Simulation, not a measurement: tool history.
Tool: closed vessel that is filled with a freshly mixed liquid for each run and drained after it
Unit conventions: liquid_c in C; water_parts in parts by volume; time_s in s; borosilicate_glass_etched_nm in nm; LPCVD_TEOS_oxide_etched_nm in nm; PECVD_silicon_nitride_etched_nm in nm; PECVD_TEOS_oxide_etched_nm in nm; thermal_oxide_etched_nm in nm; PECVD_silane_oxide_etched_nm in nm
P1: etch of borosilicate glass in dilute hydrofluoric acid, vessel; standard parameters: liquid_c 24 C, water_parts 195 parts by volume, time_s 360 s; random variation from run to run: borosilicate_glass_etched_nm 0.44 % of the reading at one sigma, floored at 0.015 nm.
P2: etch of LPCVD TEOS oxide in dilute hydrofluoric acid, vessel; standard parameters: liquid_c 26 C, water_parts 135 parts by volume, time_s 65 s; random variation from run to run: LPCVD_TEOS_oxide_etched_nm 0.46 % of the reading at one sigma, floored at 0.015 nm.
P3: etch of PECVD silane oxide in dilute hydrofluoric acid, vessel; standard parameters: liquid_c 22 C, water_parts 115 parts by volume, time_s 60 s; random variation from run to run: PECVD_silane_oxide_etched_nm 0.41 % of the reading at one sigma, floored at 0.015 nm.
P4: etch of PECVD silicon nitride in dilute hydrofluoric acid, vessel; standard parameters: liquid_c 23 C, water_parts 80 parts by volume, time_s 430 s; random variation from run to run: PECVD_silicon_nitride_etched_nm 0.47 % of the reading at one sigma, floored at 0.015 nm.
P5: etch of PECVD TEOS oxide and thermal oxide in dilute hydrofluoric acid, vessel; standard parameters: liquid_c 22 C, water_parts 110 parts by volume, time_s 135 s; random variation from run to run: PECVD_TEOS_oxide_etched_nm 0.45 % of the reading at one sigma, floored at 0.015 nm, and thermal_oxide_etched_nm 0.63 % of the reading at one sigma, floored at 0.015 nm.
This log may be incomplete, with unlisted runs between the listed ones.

run   hour  process  liquid_c  water_parts  time_s  borosilicate_glass_etched_nm  LPCVD_TEOS_oxide_etched_nm  PECVD_silicon_nitride_etched_nm  PECVD_TEOS_oxide_etched_nm  thermal_oxide_etched_nm  PECVD_silane_oxide_etched_nm
  1      5       P1        24          195     360                        43.586
  2   12.2       P2      31.5          135      65                                                    21.854
  3   20.3       P2        26           50      65                                                    54.194
  4     28       P2        26          135      65                                                    17.836
  5   35.3       P1        24          195     680                        80.824
  6     41       P1        24          195     360                        43.586
  7   50.1       P4        23           80     430                                                                                     20.025
  8   54.2       P5        22          110     220                                                                                                                 25.606                   7.9951
  9   62.4       P1        24          195     180                        21.615
 10   68.5       P1        17          195     360                        33.289
 11   73.2       P1        24          195     360                        43.446
 12   80.2       P1      18.5           50     360                        160.61
 13   86.8       P5        17          110     135                                                                                                                 12.815                   4.0089
 14   92.7       P1        24          345     360                        21.104
 15   98.9       P4        23           80     845                                                                                     39.257
 16  106.3       P5        22          200     135                                                                                                                 7.8841                   2.4364
 17  112.2       P3        22          115      30                                                                                                                                                                        8.7441
 18  119.8       P1        24          195     360                        43.282
 19  125.4       P3        22          205      60                                                                                                                                                                        8.8125
 20  131.2       P1        24           90     360                        106.56
 21  140.2       P2        26          135     125                                                     34.38
 22  146.8       P1        24           65     670                        280.67
 23  150.9       P3        22          115      60                                                                                                                                                                        17.217
 24  154.9       P1        24          195     360                        43.205
 25  161.2       P1        24          335     610                        36.958
 26  168.9       P4      18.5           80     430                                                                                     14.886
 27  174.8       P4        23           35     430                                                                                     44.586
 28  179.2       P1      30.5          195     360                        54.686
 29  185.5       P5        22          110     135                                                                                                                  15.79                   4.9216
 30  190.2       P3        29          115      60                                                                                                                                                                        22.625
 31  194.1       P1        24          195     360                        43.069
 32  198.1       P1        24          195     360                         42.09
 33  202.3       P1        24          195     360                        41.406
 34  209.1       P1        24          195     360                        40.883
 35  217.1       P1        24          195     360                        40.235
 36  225.2       P1        24          195     360                        39.799
 37  233.5       P1        24          195     360                        39.579
 38  239.2       P1        24          195     360                         39.82
 39  245.4       P1        24          195     360                         39.31

Something has made what P1 gives creep away from where it was; the 2 causes below, each at its own stated size, fit the log equally well:
A: liquid colder than its thermometer reads (K) = 2.43
B: hydrofluoric acid flow below the setpoint (%) = 7.21
At approximately hour 194.1, the process output began to creep.

Consider the 4 single-wafer check runs listed below, results given as question marks: which one distinguishes between the causes by giving clearly different results for each?
check 1  251.6       P2        29          135      65                                                         ?
check 2  251.6       P5        17          175     135                                                                                                                      ?                        ?
check 3  251.6       P3        22          175      30                                                                                                                                                                             ?
check 4  251.6       P4        23           80     730                                                                                          ?

Predicted outcomes, by check and by cause:
  check                           result    if A    if B
check 1       LPCVD_TEOS_oxide_etched_nm  18.208  18.243
check 2       PECVD_TEOS_oxide_etched_nm  6.8498  6.9321
check 2          thermal_oxide_etched_nm  2.1374   2.163
check 3     PECVD_silane_oxide_etched_nm  4.8403  4.8663
check 4  PECVD_silicon_nitride_etched_nm  28.766  31.501
Distance between the nearest two causes, measured in the result of the check that separates them most: check 1 0.2 %; check 2 1.19 %; check 3 0.54 %; check 4 9.08 %
Check 4 is the one run that separates the causes; every other check would come out nearly the same whichever cause is at work.

With check 4 done, the readings were: PECVD_silicon_nitride_etched_nm 31.416 nm. Identify which of the listed causes applies.

The cause is B: hydrofluoric acid flow below the setpoint (%).

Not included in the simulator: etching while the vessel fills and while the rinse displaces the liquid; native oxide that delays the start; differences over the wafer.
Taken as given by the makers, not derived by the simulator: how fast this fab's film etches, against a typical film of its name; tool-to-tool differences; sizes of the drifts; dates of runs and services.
